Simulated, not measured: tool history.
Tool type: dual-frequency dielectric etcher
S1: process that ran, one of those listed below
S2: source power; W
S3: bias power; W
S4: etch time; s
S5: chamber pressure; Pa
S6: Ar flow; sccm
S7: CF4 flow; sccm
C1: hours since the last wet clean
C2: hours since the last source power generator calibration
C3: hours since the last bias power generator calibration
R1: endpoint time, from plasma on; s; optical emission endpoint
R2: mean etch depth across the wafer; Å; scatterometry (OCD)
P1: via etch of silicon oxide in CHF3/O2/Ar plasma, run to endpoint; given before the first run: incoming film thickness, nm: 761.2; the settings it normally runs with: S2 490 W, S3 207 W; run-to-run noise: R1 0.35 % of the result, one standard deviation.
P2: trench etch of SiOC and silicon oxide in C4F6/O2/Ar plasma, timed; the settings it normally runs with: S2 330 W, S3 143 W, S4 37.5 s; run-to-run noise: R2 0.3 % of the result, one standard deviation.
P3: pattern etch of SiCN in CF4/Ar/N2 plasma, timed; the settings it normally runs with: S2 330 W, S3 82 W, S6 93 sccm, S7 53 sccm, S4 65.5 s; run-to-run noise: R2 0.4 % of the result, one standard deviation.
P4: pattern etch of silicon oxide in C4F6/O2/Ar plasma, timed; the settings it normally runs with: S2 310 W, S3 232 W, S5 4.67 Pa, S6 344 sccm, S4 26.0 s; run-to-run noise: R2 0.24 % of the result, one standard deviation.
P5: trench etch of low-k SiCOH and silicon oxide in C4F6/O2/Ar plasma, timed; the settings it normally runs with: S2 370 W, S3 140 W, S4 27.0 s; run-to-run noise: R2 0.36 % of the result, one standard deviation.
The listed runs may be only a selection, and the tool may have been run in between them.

run,hour,S1,S2,S3,S4,S5,S6,S7,C1,C2,C3,R1,R2
1,8.6,P1,490,207,,,,,253.6,1349.4,1606.0,405.31,
2,19.0,P2,330,143,37.5,,,,264.0,1359.8,1616.4,,653.20
3,27.3,P4,400,232,26.0,4.67,344,,272.3,1368.1,1624.7,,815.63
4,34.9,P1,650,149,,,,,279.9,1375.7,1632.3,405.94,
5,41.2,P1,490,284,,,,,286.2,1382.0,1638.6,360.92,
6,51.1,P3,260,82,65.5,,93,53,296.1,1391.9,1648.5,,363.19
7,62.1,P4,310,232,14.5,4.67,344,,307.1,1402.9,1659.5,,412.26
8,74.7,P5,370,167,27.0,,,,319.7,1415.5,1672.1,,770.18
9,81.7,P3,330,82,65.5,,72,53,326.7,1422.5,1679.1,,465.61
10,88.6,P1,490,121,,,,,333.6,1429.4,1686.0,482.01,
11,96.9,P1,490,207,,,,,341.9,1437.7,1694.3,405.56,
12,107.5,P1,490,207,,,,,352.5,1448.3,1704.9,404.37,
13,119.8,P3,330,82,48.0,,93,53,364.8,1460.6,1717.2,,327.63
14,130.8,P4,310,274,26.0,4.67,344,,375.8,1471.6,1728.2,,787.14
15,137.4,P5,500,140,27.0,,,,382.4,1478.2,1734.8,,827.85
16,147.3,P1,660,157,,,,,392.3,1488.1,1744.7,395.79,
17,160.3,P4,310,232,26.0,4.67,344,,405.3,1501.1,1757.7,,742.63
18,169.0,P4,310,232,26.0,3.67,344,,414.0,1509.8,1766.4,,764.03
19,179.9,P1,330,207,,,,,424.9,1520.7,1777.3,467.78,
20,188.8,P3,330,82,65.5,,93,39,433.8,1529.6,1786.2,,424.81
21,196.9,P3,330,64,65.5,,93,53,441.9,1537.7,1794.3,,408.11
22,203.4,P1,490,207,,,,,448.4,1544.2,1800.8,404.73,
23,210.3,P1,600,267,,,,,455.3,1551.1,1807.7,341.94,
24,219.0,P2,330,143,55.5,,,,464.0,1559.8,1816.4,,966.32
25,229.3,P3,330,82,65.5,,93,53,474.3,1570.1,1826.7,,445.27
26,241.9,P2,330,109,37.5,,,,486.9,1582.7,1839.3,,598.67
27,251.7,P2,260,143,37.5,,,,496.7,1592.5,1849.1,,596.22
28,264.4,P5,370,140,27.0,,,,509.4,1605.2,1861.8,,734.73
29,271.0,P4,310,232,26.0,4.67,426,,516.0,1611.8,1868.4,,725.52
30,283.1,P1,640,207,,,,,528.1,1623.9,1880.5,365.42,
31,289.0,P3,330,82,65.5,,93,53,534.0,1629.8,1886.4,,445.74
32,298.6,P1,490,207,,,,,543.6,1639.4,1896.0,406.53,
33,311.6,P5,370,140,17.5,,,,556.6,1652.4,1909.0,,475.53
34,319.9,P1,490,207,,,,,564.9,1660.7,1917.3,402.78,
35,326.1,P1,490,207,,,,,571.1,1666.9,1923.5,405.51,
36,336.3,P1,490,207,,,,,581.3,1677.1,1933.7,408.25,
37,344.8,P1,490,207,,,,,589.8,1685.6,1942.2,409.35,
38,356.7,P1,490,207,,,,,601.7,1697.5,1954.1,412.15,
39,363.9,P1,490,207,,,,,608.9,1704.7,1961.3,412.31,
40,372.5,P1,490,207,,,,,617.5,1713.3,1969.9,410.59,
41,378.7,P1,490,207,,,,,623.7,1719.5,1976.1,410.83,
42,384.5,P1,490,207,,,,,629.5,1725.3,1981.9,411.52,
# hour 384.8: wet clean of the chamber
43,392.0,P1,490,207,,,,,7.3,1732.8,1989.4,408.78,
44,399.9,P1,490,207,,,,,15.2,1740.7,1997.3,411.30,
45,410.2,P1,490,207,,,,,25.5,1751.0,2007.6,414.11,

Something has made what P1 gives creep away from where it was; the 2 causes below, each at its own stated size, fit the log equally well:
A: source power that arrives under what is set, % = 4.48
B: bias power that arrives under what is set, % = 4.85
The gradual shift began around hour 319.9.
Why every other cause is out:
chamber walls in a state that lowers the etch rate, %: was serviced at hour 384.8, once the creep was under way, yet the earlier output never came back

You are offered 4 check runs, listed below with question marks in place of their results; each one averages 2 wafers. Which run separates the listed causes by giving clearly different results for each?
check 1,420.5,P5,370,140,27.0,,,,,,,,?
check 2,420.5,P4,310,232,26.0,4.67,344,,,,,,?
check 3,420.5,P2,330,143,37.5,,,,,,,,?
check 4,420.5,P3,330,82,65.5,,93,53,,,,,?

Outcome of each check run for each possible cause:
check,result,if A,if B
check 1,R2,719.44,721.79
check 2,R2,729.06,729.60
check 3,R2,642.80,644.68
check 4,R2,428.30,437.54
Distance between the nearest two causes, measured in the result of the check that separates them most: check 1 0.33 %; check 2 0.07 %; check 3 0.29 %; check 4 2.13 %
Only check 4 tells the causes apart: in the others they would give nearly the same result.

Check 4 has now been run. It gave: R2 428.59 Å. Which of the candidate causes is it?

It was cause A: source power that arrives under what is set, %.

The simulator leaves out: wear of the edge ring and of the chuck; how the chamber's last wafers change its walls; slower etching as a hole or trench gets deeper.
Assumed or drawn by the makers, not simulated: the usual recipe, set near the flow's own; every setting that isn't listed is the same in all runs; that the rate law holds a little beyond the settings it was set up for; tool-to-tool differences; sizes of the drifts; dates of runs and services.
